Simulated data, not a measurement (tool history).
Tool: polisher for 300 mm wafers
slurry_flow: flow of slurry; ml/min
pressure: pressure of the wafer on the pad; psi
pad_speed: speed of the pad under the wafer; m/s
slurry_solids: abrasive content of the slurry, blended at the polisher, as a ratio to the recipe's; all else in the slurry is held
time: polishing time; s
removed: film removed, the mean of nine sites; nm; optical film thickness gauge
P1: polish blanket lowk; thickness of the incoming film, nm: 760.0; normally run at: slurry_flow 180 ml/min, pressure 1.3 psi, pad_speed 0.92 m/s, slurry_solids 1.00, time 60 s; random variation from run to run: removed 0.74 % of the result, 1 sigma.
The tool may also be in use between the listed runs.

run  hour  slurry_flow  pressure  pad_speed  slurry_solids  time  removed
  1   4.4          180       1.3       0.92           1.00    60  18.7920
      8.2  -- conditioning disc replaced and pad reconditioned
  2  10.4          180       1.3       0.92           1.00    60  18.8530
  3  13.8          180       1.3       0.54           1.00    60  12.1510
  4  20.0          180       1.3       0.92           0.65    60  15.2460
  5  25.3          180       1.3       1.28           1.00    60  24.7470
  6  29.1          180       1.3       0.92           1.00    78  24.5670
  7  33.3          110       1.3       0.92           1.00    60  17.0000
  8  36.6          180       1.3       0.92           1.00    60  18.7640
  9  41.7          180       1.3       0.92           1.00    36  11.2850
 10  47.0          110       1.3       0.92           1.00    74  21.0730
 11  50.6          180       1.8       0.92           1.00    60  25.9610
 12  55.7          180       0.6       0.92           1.00    60   8.6692
     60.7  -- worn pad replaced by a new one
 13  61.4          180       1.3       0.92           1.00    60  18.6020

Run 14 comes next. What will it give?
 14  66.8          180       1.3       0.92           1.30    60        ?

removed: 20.8810 nm
